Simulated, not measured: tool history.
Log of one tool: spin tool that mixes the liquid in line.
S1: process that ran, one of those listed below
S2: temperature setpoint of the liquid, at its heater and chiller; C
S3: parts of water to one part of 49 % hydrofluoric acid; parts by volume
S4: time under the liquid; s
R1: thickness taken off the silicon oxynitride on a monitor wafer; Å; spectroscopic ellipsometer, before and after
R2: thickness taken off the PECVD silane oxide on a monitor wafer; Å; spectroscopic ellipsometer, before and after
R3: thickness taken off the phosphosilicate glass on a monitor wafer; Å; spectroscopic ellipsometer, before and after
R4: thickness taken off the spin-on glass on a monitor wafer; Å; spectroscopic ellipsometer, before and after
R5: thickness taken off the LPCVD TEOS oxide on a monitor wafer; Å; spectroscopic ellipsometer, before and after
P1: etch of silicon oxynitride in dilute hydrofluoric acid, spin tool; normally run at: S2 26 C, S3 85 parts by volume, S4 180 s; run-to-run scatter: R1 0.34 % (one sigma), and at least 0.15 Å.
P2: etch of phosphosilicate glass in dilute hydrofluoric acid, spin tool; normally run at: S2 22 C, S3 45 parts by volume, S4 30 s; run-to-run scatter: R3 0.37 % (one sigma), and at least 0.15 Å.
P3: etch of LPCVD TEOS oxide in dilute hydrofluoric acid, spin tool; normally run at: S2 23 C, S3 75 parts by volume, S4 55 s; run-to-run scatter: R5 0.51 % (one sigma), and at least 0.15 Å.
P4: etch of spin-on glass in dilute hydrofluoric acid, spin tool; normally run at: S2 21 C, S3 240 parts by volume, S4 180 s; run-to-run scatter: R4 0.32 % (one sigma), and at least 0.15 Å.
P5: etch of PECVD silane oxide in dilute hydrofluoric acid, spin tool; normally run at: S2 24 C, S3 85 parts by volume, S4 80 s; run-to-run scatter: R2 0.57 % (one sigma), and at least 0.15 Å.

run   hour  S1  S2   S3   S4      R1      R2      R3      R4      R5
  1    5.8  P1  26   85  180  113.13
  2   12.4  P5  24   85  135          426.72
  3   17.6  P5  24  140   80          144.27
  4   24.5  P2  22   45   15                  241.49
  5   31.5  P4  21  240  180                          157.13
  6   38.7  P3  17   75   55                                  93.689
  7   43.5  P1  26   45  180  221.75
  8   48.4  P3  23   20   55                                  481.07
  9   52.5  P2  22   45   30                   485.5
 10   57.4  P3  23   75   55                                  119.97
 11   61.2  P2  22   45   30                  486.55
 12   66.9  P1  26   85  180     113
 13   70.4  P4  17  240  180                          134.66
 14   74.5  P2  22   75   30                  281.84
 15   78.3  P4  21  240  180                           156.5
 16   82.7  P2  30   45   30                  671.99
 17   88.9  P4  21  240  300                          262.41
 18   92.5  P1  20   35  180  213.15
 19   98.9  P4  21  390  180                          84.141
 20  104.6  P5  24   85   80          249.92
 21  110.6  P1  18   85  180  77.479
 22  115.3  P1  26   85  180     113

Run 23 comes next. What will it give?
 23  120.5  P1  26  140  180   ?

R1: 65.458 Å
